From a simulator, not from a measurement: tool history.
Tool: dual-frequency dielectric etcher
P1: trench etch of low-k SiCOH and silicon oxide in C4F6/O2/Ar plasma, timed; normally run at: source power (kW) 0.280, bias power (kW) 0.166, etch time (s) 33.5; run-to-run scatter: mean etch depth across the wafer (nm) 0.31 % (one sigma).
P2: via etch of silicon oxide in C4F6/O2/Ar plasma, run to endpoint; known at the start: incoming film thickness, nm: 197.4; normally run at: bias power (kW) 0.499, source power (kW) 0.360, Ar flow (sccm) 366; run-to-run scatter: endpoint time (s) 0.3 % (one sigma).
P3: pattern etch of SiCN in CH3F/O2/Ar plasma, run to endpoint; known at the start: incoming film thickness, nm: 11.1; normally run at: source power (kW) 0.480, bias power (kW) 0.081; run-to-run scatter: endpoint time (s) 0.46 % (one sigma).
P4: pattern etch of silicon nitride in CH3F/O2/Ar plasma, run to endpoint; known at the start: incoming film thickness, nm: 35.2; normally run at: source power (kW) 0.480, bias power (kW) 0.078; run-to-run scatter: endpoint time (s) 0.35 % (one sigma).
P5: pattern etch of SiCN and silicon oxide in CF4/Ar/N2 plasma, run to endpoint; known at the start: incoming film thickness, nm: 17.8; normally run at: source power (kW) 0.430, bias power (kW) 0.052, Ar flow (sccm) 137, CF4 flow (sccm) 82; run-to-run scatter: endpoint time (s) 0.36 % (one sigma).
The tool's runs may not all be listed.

run	hour	process that ran	source power (kW)	bias power (kW)	etch time (s)	Ar flow (sccm)	CF4 flow (sccm)	hours since the last wet clean	hours since the last source power generator calibration	hours since the last bias power generator calibration	mean etch depth across the wafer (nm)	endpoint time (s)
1	5.0	P1	0.280	0.166	33.5			172.3	823.3	1573.3	91.674	
2	10.0	P2	0.210	0.499		366		177.3	828.3	1578.3		56.055
3	16.5	P5	0.430	0.052		137	82	183.8	834.8	1584.8		23.811
4	21.0	P1	0.280	0.166	42.0			188.3	839.3	1589.3	115.200	
# hour 23.7: bias power generator calibrated
5	25.6	P1	0.230	0.131	33.5			192.9	843.9	2.0	79.176	
6	30.7	P1	0.280	0.166	33.5			198.0	849.0	7.1	91.322	
7	37.2	P1	0.280	0.107	33.5			204.5	855.5	13.6	80.511	
8	42.1	P1	0.280	0.166	33.5			209.4	860.4	18.5	92.253	
9	45.7	P1	0.210	0.166	33.5			213.0	864.0	22.1	82.540	
10	51.0	P2	0.360	0.499		366		218.3	869.3	27.4		46.253
11	57.0	P5	0.430	0.052		87	82	224.3	875.3	33.4		22.181
12	64.0	P5	0.290	0.052		137	82	231.3	882.3	40.4		33.924
13	69.6	P1	0.280	0.196	33.5			236.9	887.9	46.0	97.016	
14	76.1	P1	0.280	0.166	33.5			243.4	894.4	52.5	91.689	
15	80.8	P4	0.480	0.078				248.1	899.1	57.2		47.445
16	87.1	P1	0.280	0.166	18.5			254.4	905.4	63.5	50.486	
17	90.6	P3	0.620	0.081				257.9	908.9	67.0		23.545
# hour 96.7: source power generator calibrated
18	96.8	P2	0.360	0.499		459		264.1	0.2	73.2		47.475
19	102.2	P4	0.320	0.078				269.5	5.6	78.6		55.362
20	107.3	P5	0.430	0.052		137	114	274.6	10.7	83.7		22.512

Forecast run 21:
21	113.3	P5	0.430	0.067		137	82	280.6	16.7	89.7		?

{"run 21": {"endpoint time (s)": 22.02}}
